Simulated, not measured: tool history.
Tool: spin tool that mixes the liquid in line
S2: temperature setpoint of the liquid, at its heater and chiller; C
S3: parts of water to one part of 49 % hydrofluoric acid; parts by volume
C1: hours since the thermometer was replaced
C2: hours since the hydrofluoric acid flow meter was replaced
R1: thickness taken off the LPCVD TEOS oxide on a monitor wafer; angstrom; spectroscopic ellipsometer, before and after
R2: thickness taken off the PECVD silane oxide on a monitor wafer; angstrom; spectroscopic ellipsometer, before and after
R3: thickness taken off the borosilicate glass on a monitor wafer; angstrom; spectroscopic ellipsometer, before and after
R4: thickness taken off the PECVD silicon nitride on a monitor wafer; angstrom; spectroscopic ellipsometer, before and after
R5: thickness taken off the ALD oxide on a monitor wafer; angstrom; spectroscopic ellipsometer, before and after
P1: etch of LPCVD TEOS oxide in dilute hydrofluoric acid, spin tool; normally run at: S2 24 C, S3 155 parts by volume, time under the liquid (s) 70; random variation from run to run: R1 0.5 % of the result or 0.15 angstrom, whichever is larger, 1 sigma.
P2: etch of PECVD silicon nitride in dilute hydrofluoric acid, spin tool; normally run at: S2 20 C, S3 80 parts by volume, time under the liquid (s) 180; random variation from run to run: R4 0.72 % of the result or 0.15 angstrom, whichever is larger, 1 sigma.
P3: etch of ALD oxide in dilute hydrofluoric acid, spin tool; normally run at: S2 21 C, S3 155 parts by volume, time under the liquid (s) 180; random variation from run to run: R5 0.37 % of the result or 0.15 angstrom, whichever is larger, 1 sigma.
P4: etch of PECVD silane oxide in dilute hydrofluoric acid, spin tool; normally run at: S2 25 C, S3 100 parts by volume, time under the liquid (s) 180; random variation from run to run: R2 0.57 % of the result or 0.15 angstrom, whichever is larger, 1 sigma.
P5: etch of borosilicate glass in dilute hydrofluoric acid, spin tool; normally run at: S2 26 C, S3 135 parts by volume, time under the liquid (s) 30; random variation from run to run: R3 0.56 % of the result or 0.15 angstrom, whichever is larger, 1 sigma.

{"run": 1, "hour": 14.4, "process that ran": "P1", "S2": 24, "S3": 155, "time under the liquid (s)": 70, "C1": 708.5, "C2": 172.1, "R1": 116.63}
{"run": 2, "hour": 21.4, "process that ran": "P1", "S2": 24, "S3": 155, "time under the liquid (s)": 70, "C1": 715.5, "C2": 179.1, "R1": 115.31}
{"run": 3, "hour": 33.2, "process that ran": "P4", "S2": 25, "S3": 100, "time under the liquid (s)": 100, "C1": 727.3, "C2": 190.9, "R2": 159.67}
{"run": 4, "hour": 43.4, "process that ran": "P5", "S2": 22, "S3": 135, "time under the liquid (s)": 30, "C1": 737.5, "C2": 201.1, "R3": 91.994}
{"run": 5, "hour": 59.0, "process that ran": "P1", "S2": 20.5, "S3": 50, "time under the liquid (s)": 70, "C1": 753.1, "C2": 216.7, "R1": 352.82}
{"run": 6, "hour": 68.9, "process that ran": "P2", "S2": 20, "S3": 35, "time under the liquid (s)": 180, "C1": 763, "C2": 226.6, "R4": 82.381}
{"run": 7, "hour": 82.5, "process that ran": "P3", "S2": 21, "S3": 155, "time under the liquid (s)": 320, "C1": 776.6, "C2": 240.2, "R5": 286.55}
{"run": 8, "hour": 95.5, "process that ran": "P2", "S2": 20, "S3": 80, "time under the liquid (s)": 15, "C1": 789.6, "C2": 253.2, "R4": 3.2106}
{"run": 9, "hour": 106.6, "process that ran": "P5", "S2": 26, "S3": 135, "time under the liquid (s)": 15, "C1": 800.7, "C2": 264.3, "R3": 54.671}
{"run": 10, "hour": 119.1, "process that ran": "P1", "S2": 17, "S3": 155, "time under the liquid (s)": 70, "C1": 813.2, "C2": 276.8, "R1": 87.485}
{"run": 11, "hour": 126.8, "process that ran": "P1", "S2": 29.5, "S3": 155, "time under the liquid (s)": 70, "C1": 820.9, "C2": 284.5, "R1": 141.97}
{"run": 12, "hour": 141.1, "process that ran": "P4", "S2": 25, "S3": 100, "time under the liquid (s)": 180, "C1": 835.2, "C2": 298.8, "R2": 284.29}
{"run": 13, "hour": 155.4, "process that ran": "P1", "S2": 24, "S3": 80, "time under the liquid (s)": 70, "C1": 849.5, "C2": 313.1, "R1": 245.3}
{"run": 14, "hour": 167.7, "process that ran": "P1", "S2": 24, "S3": 285, "time under the liquid (s)": 70, "C1": 861.8, "C2": 325.4, "R1": 54.698}
{"run": 15, "hour": 177.4, "process that ran": "P1", "S2": 24, "S3": 155, "time under the liquid (s)": 70, "C1": 871.5, "C2": 335.1, "R1": 115.84}
{"run": 16, "hour": 190.9, "process that ran": "P4", "S2": 25, "S3": 160, "time under the liquid (s)": 180, "C1": 885, "C2": 348.6, "R2": 167.43}
{"run": 17, "hour": 201.4, "process that ran": "P3", "S2": 21, "S3": 250, "time under the liquid (s)": 180, "C1": 895.5, "C2": 359.1, "R5": 90.829}
{"run": 18, "hour": 214.9, "process that ran": "P5", "S2": 26, "S3": 40, "time under the liquid (s)": 30, "C1": 909, "C2": 372.6, "R3": 415.61}
{"run": 19, "hour": 230.1, "process that ran": "P1", "S2": 29, "S3": 155, "time under the liquid (s)": 105, "C1": 924.2, "C2": 387.8, "R1": 210.2}
{"run": 20, "hour": 238.1, "process that ran": "P2", "S2": 17, "S3": 80, "time under the liquid (s)": 180, "C1": 932.2, "C2": 395.8, "R4": 30.584}
{"run": 21, "hour": 246.3, "process that ran": "P4", "S2": 29, "S3": 100, "time under the liquid (s)": 180, "C1": 940.4, "C2": 404, "R2": 336.13}
{"run": 22, "hour": 257.4, "process that ran": "P1", "S2": 24, "S3": 155, "time under the liquid (s)": 70, "C1": 951.5, "C2": 415.1, "R1": 115.59}
{"run": 23, "hour": 270.0, "process that ran": "P1", "S2": 24, "S3": 30, "time under the liquid (s)": 120, "C1": 964.1, "C2": 427.7, "R1": 1196.7}

Run 24 comes next. What will it give?
{"run": 24, "hour": 278.3, "process that ran": "P1", "S2": 24, "S3": 155, "time under the liquid (s)": 70, "C1": 972.4, "C2": 436, "R1": "?"}

{"run 24": {"R1": 115.64}}
